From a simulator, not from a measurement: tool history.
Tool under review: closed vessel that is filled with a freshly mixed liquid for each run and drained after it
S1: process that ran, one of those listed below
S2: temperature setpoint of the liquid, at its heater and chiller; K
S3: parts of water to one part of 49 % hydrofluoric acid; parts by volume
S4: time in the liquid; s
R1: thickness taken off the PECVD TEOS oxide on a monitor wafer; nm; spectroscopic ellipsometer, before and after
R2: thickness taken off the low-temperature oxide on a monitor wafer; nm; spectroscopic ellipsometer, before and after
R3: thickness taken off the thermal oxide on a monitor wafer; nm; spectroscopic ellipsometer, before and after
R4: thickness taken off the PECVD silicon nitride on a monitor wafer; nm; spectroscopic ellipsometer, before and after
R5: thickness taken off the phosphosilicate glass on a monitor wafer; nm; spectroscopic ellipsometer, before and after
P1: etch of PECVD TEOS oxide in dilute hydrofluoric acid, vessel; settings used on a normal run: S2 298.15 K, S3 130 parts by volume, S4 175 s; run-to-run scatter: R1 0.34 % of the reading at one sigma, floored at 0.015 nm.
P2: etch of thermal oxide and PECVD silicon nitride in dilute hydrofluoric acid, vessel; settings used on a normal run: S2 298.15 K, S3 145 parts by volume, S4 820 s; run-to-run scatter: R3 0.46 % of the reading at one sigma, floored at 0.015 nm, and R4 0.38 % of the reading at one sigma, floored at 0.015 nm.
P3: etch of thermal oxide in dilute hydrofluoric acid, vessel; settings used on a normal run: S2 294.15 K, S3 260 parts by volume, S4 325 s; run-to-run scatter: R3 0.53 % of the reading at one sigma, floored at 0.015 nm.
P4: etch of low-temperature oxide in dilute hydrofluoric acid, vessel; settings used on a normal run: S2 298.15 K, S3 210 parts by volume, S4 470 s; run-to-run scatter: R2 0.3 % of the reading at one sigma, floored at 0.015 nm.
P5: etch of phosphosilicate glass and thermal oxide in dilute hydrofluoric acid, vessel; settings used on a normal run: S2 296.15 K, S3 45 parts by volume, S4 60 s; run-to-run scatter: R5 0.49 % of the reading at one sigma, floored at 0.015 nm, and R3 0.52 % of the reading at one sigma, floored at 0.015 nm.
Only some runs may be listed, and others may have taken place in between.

{"run": 1, "hour": 11.1, "S1": "P1", "S2": 298.15, "S3": 130, "S4": 175, "R1": 11.8}
{"run": 2, "hour": 26.3, "S1": "P1", "S2": 298.15, "S3": 130, "S4": 175, "R1": 11.744}
{"run": 3, "hour": 42.6, "S1": "P1", "S2": 298.15, "S3": 130, "S4": 175, "R1": 11.789}
{"run": 4, "hour": 54.7, "S1": "P1", "S2": 302.65, "S3": 130, "S4": 175, "R1": 13.799}
{"run": 5, "hour": 64.6, "S1": "P1", "S2": 293.15, "S3": 130, "S4": 175, "R1": 9.6771}
{"run": 6, "hour": 73.7, "S1": "P4", "S2": 292.15, "S3": 210, "S4": 470, "R2": 27.439}
{"run": 7, "hour": 88.9, "S1": "P1", "S2": 292.15, "S3": 25, "S4": 175, "R1": 54.514}
{"run": 8, "hour": 106.6, "S1": "P1", "S2": 298.15, "S3": 130, "S4": 175, "R1": 11.703}
{"run": 9, "hour": 125.0, "S1": "P2", "S2": 293.15, "S3": 145, "S4": 820, "R3": 21.407, "R4": 9.6297}
{"run": 10, "hour": 136.8, "S1": "P5", "S2": 296.15, "S3": 45, "S4": 30, "R3": 3.215, "R5": 106.88}
{"run": 11, "hour": 154.0, "S1": "P1", "S2": 298.15, "S3": 50, "S4": 175, "R1": 33.779}
{"run": 12, "hour": 171.0, "S1": "P5", "S2": 296.15, "S3": 75, "S4": 60, "R3": 3.6752, "R5": 123.89}
{"run": 13, "hour": 183.8, "S1": "P4", "S2": 298.15, "S3": 210, "S4": 470, "R2": 34.11}
{"run": 14, "hour": 193.8, "S1": "P5", "S2": 296.15, "S3": 45, "S4": 60, "R3": 6.4043, "R5": 212.79}
{"run": 15, "hour": 207.3, "S1": "P5", "S2": 296.15, "S3": 45, "S4": 60, "R3": 6.4047, "R5": 213.61}
{"run": 16, "hour": 221.4, "S1": "P2", "S2": 298.15, "S3": 145, "S4": 115, "R3": 3.6645, "R4": 1.8949}
{"run": 17, "hour": 230.7, "S1": "P1", "S2": 298.15, "S3": 130, "S4": 30, "R1": 1.9961}
{"run": 18, "hour": 240.6, "S1": "P1", "S2": 298.15, "S3": 235, "S4": 175, "R1": 5.748}
{"run": 19, "hour": 248.8, "S1": "P3", "S2": 294.15, "S3": 90, "S4": 325, "R3": 15.335}
{"run": 20, "hour": 262.9, "S1": "P3", "S2": 294.15, "S3": 260, "S4": 550, "R3": 7.5469}
{"run": 21, "hour": 281.6, "S1": "P3", "S2": 294.15, "S3": 260, "S4": 325, "R3": 4.4493}
{"run": 22, "hour": 293.4, "S1": "P5", "S2": 302.15, "S3": 45, "S4": 60, "R3": 8.2734, "R5": 273.05}
{"run": 23, "hour": 309.9, "S1": "P2", "S2": 298.15, "S3": 60, "S4": 820, "R3": 69.912, "R4": 32.048}
{"run": 24, "hour": 325.0, "S1": "P1", "S2": 298.15, "S3": 190, "S4": 265, "R1": 11.321}
{"run": 25, "hour": 333.2, "S1": "P1", "S2": 298.15, "S3": 130, "S4": 175, "R1": 11.68}
{"run": 26, "hour": 347.9, "S1": "P4", "S2": 298.15, "S3": 210, "S4": 470, "R2": 34.405}
{"run": 27, "hour": 359.6, "S1": "P1", "S2": 298.15, "S3": 235, "S4": 45, "R1": 1.4863}
{"run": 28, "hour": 375.8, "S1": "P2", "S2": 298.15, "S3": 145, "S4": 820, "R3": 26.254, "R4": 13.324}
{"run": 29, "hour": 389.0, "S1": "P4", "S2": 298.15, "S3": 210, "S4": 30, "R2": 2.1772}
{"run": 30, "hour": 400.7, "S1": "P4", "S2": 298.15, "S3": 40, "S4": 470, "R2": 221.38}
{"run": 31, "hour": 411.5, "S1": "P3", "S2": 301.65, "S3": 260, "S4": 325, "R3": 5.8302}
{"run": 32, "hour": 425.2, "S1": "P1", "S2": 298.15, "S3": 130, "S4": 325, "R1": 21.774}
{"run": 33, "hour": 438.5, "S1": "P1", "S2": 298.15, "S3": 130, "S4": 175, "R1": 11.755}
{"run": 34, "hour": 452.2, "S1": "P1", "S2": 298.15, "S3": 130, "S4": 175, "R1": 12.007}
{"run": 35, "hour": 461.3, "S1": "P1", "S2": 298.15, "S3": 130, "S4": 175, "R1": 12.208}
{"run": 36, "hour": 472.6, "S1": "P1", "S2": 298.15, "S3": 130, "S4": 175, "R1": 12.203}
{"run": 37, "hour": 484.5, "S1": "P1", "S2": 298.15, "S3": 130, "S4": 175, "R1": 12.342}
{"run": 38, "hour": 496.6, "S1": "P1", "S2": 298.15, "S3": 130, "S4": 175, "R1": 12.313}
{"run": 39, "hour": 514.5, "S1": "P1", "S2": 298.15, "S3": 130, "S4": 175, "R1": 12.383}
{"run": 40, "hour": 523.7, "S1": "P1", "S2": 298.15, "S3": 130, "S4": 175, "R1": 12.332}

The output of P1 has drifted from where it used to be. Each of the 2 causes below, taken at the size shown beside it, accounts for the log equally well:
A: hydrofluoric acid flow above the setpoint (%) = 4.63
B: liquid hotter than its thermometer reads (K) = 1.37
The gradual shift began around hour 438.5.

Each of the check runs listed below is run on 3 wafers and reports their average, with the results left as question marks. Pick the one under which the possible causes would lead to clearly different results.
{"run": "check 1", "hour": 532.9, "S1": "P5", "S2": 300.65, "S3": 70, "S4": 60, "R3": "?", "R5": "?"}
{"run": "check 2", "hour": 532.9, "S1": "P2", "S2": 293.65, "S3": 145, "S4": 115, "R3": "?", "R4": "?"}
{"run": "check 3", "hour": 532.9, "S1": "P3", "S2": 301.15, "S3": 115, "S4": 325, "R3": "?"}
{"run": "check 4", "hour": 532.9, "S1": "P4", "S2": 298.15, "S3": 150, "S4": 180, "R2": "?"}

What each check would give under each cause:
check=check_1 result=R3 if_A=5.0477 if_B=5.0676
check=check_1 result=R5 if_A=167.97 if_B=168.63
check=check_2 result=R3 if_A=3.2341 if_B=3.2404
check=check_2 result=R4 if_A=1.4552 if_B=1.5245
check=check_3 result=R3 if_A=16.2200 if_B=16.2090
check=check_4 result=R2 if_A=20.7780 if_B=20.7450
Per check, the gap between the least separated pair of causes, taken in the result that splits them most: check 1 0.39 %; check 2 4.65 %; check 3 0.07 %; check 4 0.16 %
Only in check 2 would the causes give clearly different results; in the remaining checks their results would be nearly the same.

Check 2 was then run and gave: R3 3.2546 nm; R4 1.5283 nm. Which cause is it?

Of the candidate causes, it is B: liquid hotter than its thermometer reads (K).
